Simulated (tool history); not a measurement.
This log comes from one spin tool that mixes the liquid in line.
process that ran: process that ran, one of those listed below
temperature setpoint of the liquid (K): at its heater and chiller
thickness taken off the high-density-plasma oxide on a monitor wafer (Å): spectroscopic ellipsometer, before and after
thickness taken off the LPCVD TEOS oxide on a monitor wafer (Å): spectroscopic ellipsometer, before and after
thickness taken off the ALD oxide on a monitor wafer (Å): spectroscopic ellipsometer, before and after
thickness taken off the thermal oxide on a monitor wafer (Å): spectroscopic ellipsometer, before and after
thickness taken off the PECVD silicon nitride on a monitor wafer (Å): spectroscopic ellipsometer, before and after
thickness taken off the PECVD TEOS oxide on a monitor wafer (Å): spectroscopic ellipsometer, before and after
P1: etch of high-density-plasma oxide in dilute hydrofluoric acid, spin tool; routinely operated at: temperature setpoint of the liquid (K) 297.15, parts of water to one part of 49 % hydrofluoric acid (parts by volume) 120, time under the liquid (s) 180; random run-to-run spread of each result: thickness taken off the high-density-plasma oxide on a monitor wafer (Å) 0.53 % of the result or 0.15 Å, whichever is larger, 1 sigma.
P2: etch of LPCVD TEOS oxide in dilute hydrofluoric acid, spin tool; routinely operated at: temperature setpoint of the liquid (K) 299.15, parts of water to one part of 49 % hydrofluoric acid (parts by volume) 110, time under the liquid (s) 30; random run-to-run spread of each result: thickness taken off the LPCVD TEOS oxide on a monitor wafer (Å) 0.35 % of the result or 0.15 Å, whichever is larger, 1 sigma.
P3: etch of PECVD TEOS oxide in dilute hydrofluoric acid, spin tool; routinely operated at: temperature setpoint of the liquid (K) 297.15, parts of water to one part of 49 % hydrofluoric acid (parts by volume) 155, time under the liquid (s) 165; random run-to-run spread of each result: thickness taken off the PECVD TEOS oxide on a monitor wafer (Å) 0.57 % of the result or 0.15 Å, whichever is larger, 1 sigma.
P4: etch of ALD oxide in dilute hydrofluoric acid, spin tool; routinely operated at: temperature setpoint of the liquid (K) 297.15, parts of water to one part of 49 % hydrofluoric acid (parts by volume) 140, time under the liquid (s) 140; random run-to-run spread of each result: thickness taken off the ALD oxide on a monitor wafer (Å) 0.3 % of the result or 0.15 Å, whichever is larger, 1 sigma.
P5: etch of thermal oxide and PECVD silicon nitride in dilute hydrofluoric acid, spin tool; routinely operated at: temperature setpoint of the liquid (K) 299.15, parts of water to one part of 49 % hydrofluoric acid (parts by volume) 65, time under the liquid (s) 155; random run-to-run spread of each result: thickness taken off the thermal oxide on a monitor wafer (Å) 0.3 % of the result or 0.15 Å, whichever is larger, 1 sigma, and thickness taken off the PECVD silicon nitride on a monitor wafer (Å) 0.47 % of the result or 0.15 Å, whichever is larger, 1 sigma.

run,hour,process that ran,temperature setpoint of the liquid (K),parts of water to one part of 49 % hydrofluoric acid (parts by volume),time under the liquid (s),thickness taken off the high-density-plasma oxide on a monitor wafer (Å),thickness taken off the LPCVD TEOS oxide on a monitor wafer (Å),thickness taken off the ALD oxide on a monitor wafer (Å),thickness taken off the thermal oxide on a monitor wafer (Å),thickness taken off the PECVD silicon nitride on a monitor wafer (Å),thickness taken off the PECVD TEOS oxide on a monitor wafer (Å)
1,5.4,P1,297.15,120,180,95.122,,,,,
2,9.0,P2,299.15,110,15,,83.592,,,,
3,15.4,P2,299.15,110,30,,168.320,,,,
4,18.5,P4,297.15,140,140,,,171.360,,,
5,23.2,P5,299.15,20,155,,,,421.08,146.490,
6,29.2,P3,304.15,155,165,,,,,,174.14
7,32.2,P2,292.15,110,30,,127.080,,,,
8,37.8,P4,293.15,140,140,,,146.440,,,
9,41.7,P1,297.15,120,345,182.910,,,,,
10,47.8,P1,297.15,120,180,96.472,,,,,
11,51.5,P1,297.15,120,180,95.113,,,,,
12,57.2,P1,297.15,120,180,95.362,,,,,
13,60.2,P1,297.15,120,180,95.301,,,,,
14,66.4,P1,301.65,120,180,114.330,,,,,
15,71.4,P4,297.15,235,140,,,92.049,,,
16,75.9,P5,299.15,65,155,,,,120.31,46.604,
17,80.9,P3,297.15,155,165,,,,,,134.06
18,84.8,P5,305.65,65,155,,,,155.91,70.836,
19,90.0,P4,297.15,140,40,,,48.873,,,
# hour 91.0: thermometer replaced
20,94.0,P1,297.15,190,330,102.900,,,,,
21,97.5,P1,297.15,55,180,223.790,,,,,
22,102.7,P5,299.15,65,155,,,,120.57,46.168,
23,109.4,P4,297.15,140,140,,,171.490,,,
24,114.9,P1,297.15,205,180,51.206,,,,,
25,120.7,P3,297.15,155,315,,,,,,259.74
26,127.1,P2,299.15,55,30,,359.410,,,,
27,131.7,P1,293.65,120,180,82.733,,,,,
28,134.6,P5,299.15,65,270,,,,211.22,81.411,
29,138.2,P1,297.15,120,75,39.806,,,,,
30,141.8,P1,297.15,120,180,95.489,,,,,
31,144.7,P3,297.15,60,165,,,,,,392.07
32,149.8,P1,297.15,120,180,95.654,,,,,
33,156.2,P1,297.15,120,180,98.289,,,,,
34,162.7,P1,297.15,120,180,100.060,,,,,
35,169.4,P1,297.15,120,180,100.970,,,,,
36,176.0,P1,297.15,120,180,101.480,,,,,
37,179.2,P1,297.15,120,180,102.080,,,,,
38,185.4,P1,297.15,120,180,102.800,,,,,
39,190.4,P1,297.15,120,180,102.730,,,,,
40,196.3,P1,297.15,120,180,102.280,,,,,
41,200.8,P1,297.15,120,180,104.420,,,,,

What P1 gives has crept off from where it sat before. The 2 causes that follow fit the log equally well, each at the size noted:
A: hydrofluoric acid flow above the setpoint (%) = 6.73
B: liquid hotter than its thermometer reads (K) = 1.92
Creep in the process output first set in at about hour 149.8.

Which of the 4 check runs listed below separates the causes, so that each cause would produce a clearly different result? Each run uses one wafer, and its results are marked with question marks.
check 1,205.3,P3,303.65,80,165,,,,,,?
check 2,205.3,P4,293.65,140,60,,,?,,,
check 3,205.3,P2,292.15,110,15,,?,,,,
check 4,205.3,P5,302.65,25,155,,,,?,?,

If the cause were each of the candidates in turn, the checks would give the following:
check,result,if A,if B
check 1,thickness taken off the PECVD TEOS oxide on a monitor wafer (Å),395.55,395.47
check 2,thickness taken off the ALD oxide on a monitor wafer (Å),69.102,69.183
check 3,thickness taken off the LPCVD TEOS oxide on a monitor wafer (Å),68.349,68.741
check 4,thickness taken off the thermal oxide on a monitor wafer (Å),411.35,415.16
check 4,thickness taken off the PECVD silicon nitride on a monitor wafer (Å),158.970,169.190
How far apart the two closest causes lie, in the result that separates them most: check 1 0.02 %; check 2 0.12 %; check 3 0.57 %; check 4 6.24 %
The causes can be told apart only by check 4. The other checks would give nearly the same results under each of them.

Check 4 was carried out, with these results: thickness taken off the thermal oxide on a monitor wafer (Å) 413.90; thickness taken off the PECVD silicon nitride on a monitor wafer (Å) 168.150. Which of the listed causes is responsible?

B is the cause: liquid hotter than its thermometer reads (K).
